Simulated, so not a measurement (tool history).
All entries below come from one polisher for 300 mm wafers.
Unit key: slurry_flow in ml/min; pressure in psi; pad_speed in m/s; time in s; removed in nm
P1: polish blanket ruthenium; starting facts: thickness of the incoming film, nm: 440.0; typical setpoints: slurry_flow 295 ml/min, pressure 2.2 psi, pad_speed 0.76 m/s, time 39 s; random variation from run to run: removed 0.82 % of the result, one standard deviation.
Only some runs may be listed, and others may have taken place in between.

run   hour  slurry_flow  pressure  pad_speed  time  removed
  1    9.1          295       2.2       0.76    39   32.313
  2   16.5          220       3.4       0.76    39   47.951
  3   25.8          295       2.2       0.76    39   31.911
  4   37.3          295       3.3       0.76    39   48.066
  5   45.7          295       2.2       0.76    39   31.862
  6     57          295       2.2       0.76    57   46.101
  7   68.7          295       2.2       0.76    39   31.904
  8   79.3          385       2.2       0.76    39   32.798
  9   87.2          295       2.2       0.76    39    32.08
 10   97.4          175       2.2       0.76    39   29.731
 11  104.2          295       2.2        1.1    57   66.659
 12  113.7          175       1.5       0.76    39    20.51
 13  123.1          295       2.2       1.14    39   48.125
 14    133          295       2.2       0.76    39   31.868
 15  140.9          295       2.2       0.44    39   18.317
 16    153          295         1       0.76    39   14.386
 17    161          295       2.2       0.76    18   14.823
 18  173.7          295       2.2       0.76    39   32.172
 19  184.4          295       2.2       0.76    39   31.146
 20  194.7          295       2.2       0.76    39   30.809
     203.9  -- worn pad replaced by a new one
 21  204.4          295       2.2       0.76    39   30.409
 22  213.1          295       2.2       0.76    39   30.552
 23  222.8          295       2.2       0.76    39   30.738
 24  235.8          295       2.2       0.76    39   30.102

P1 no longer gives what it gave before; its output has crept away from where it was. The following 2 causes, each at its listed size, fit the log equally well:
A: head's pressure below its setpoint, % = 4.89
B: slurry flow missing at the pad, % = 35.8
Creep in the process output first set in at about hour 173.7.
Each remaining cause and why it is not a fit:
removal rate lost through wear of the pad, %: serviced after onset, at hour 203.9, with no recovery of the prior output

4 check runs are offered, each on 5 wafers whose results are averaged, their results left as question marks. Which one tells the causes apart?
check 1  248.8          295       1.7       0.76    39        ?
check 2  248.8          175       2.2       0.44    39        ?
check 3  248.8          295         1       0.76    26        ?
check 4  248.8          295         1       0.54    39        ?

Outcome of each check run for each possible cause:
  check   result    if A    if B
check 1  removed  23.407  23.408
check 2  removed  16.492   15.98
check 3  removed  9.1794  9.1795
check 4  removed  9.7833  9.7835
Separation of the two closest causes in each check, using whichever result separates them best: check 1 0 %; check 2 3.15 %; check 3 0 %; check 4 0 %
The other checks would show nearly matching results whichever cause is true, so check 2 is the only one that separates the causes.

Check 2 was carried out, with these results: removed 15.999 nm. Which of the listed causes is responsible?

It was cause B: slurry flow missing at the pad, %.

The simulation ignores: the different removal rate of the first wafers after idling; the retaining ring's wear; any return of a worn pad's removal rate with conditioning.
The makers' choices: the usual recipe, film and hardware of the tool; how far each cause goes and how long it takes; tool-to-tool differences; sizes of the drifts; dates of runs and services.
